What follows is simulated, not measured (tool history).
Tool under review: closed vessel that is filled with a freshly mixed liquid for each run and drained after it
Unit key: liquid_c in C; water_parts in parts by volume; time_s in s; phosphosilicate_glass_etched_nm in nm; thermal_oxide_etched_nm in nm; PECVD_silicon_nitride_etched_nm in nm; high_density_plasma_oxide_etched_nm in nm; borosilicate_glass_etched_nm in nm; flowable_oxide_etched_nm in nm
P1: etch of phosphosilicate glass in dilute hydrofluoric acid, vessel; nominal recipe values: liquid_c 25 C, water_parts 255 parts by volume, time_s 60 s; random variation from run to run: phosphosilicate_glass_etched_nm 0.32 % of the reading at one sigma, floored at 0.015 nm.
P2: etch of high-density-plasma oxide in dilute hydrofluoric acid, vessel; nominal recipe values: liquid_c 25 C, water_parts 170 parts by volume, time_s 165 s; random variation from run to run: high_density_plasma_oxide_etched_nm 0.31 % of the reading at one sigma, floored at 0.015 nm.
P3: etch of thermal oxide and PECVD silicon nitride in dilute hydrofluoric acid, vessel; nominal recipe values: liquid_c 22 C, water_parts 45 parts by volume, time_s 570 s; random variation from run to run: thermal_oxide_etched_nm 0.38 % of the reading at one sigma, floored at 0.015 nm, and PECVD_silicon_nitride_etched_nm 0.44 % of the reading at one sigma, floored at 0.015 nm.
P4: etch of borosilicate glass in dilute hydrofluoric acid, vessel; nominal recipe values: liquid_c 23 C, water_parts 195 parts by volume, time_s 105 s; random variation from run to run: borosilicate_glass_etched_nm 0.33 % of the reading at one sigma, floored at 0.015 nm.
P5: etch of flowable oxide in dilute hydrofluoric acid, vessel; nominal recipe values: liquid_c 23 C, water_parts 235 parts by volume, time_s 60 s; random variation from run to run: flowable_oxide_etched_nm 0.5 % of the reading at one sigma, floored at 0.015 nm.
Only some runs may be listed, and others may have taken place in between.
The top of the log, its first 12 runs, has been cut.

run	day	process	liquid_c	water_parts	time_s	phosphosilicate_glass_etched_nm	thermal_oxide_etched_nm	PECVD_silicon_nitride_etched_nm	high_density_plasma_oxide_etched_nm	borosilicate_glass_etched_nm	flowable_oxide_etched_nm
13	5.112	P1	25	255	60	19.316					
14	5.458	P1	20	255	60	16.039					
15	5.729	P5	23	235	30						3.8109
16	6.179	P2	25	300	165				4.5379		
17	6.442	P3	22	45	570		57.433	18.287			
18	6.783	P5	28.5	235	60						9.2059
19	7.3	P4	23	360	105					10.788	
20	7.612	P5	23	235	60						7.5107
21	7.921	P3	30	45	570		79.658	31.032			
22	8.233	P1	25	255	60	19.332					

Run 23 comes next. What will it give?
23	8.675	P1	25	255	105	?					

phosphosilicate_glass_etched_nm: 33.872 nm
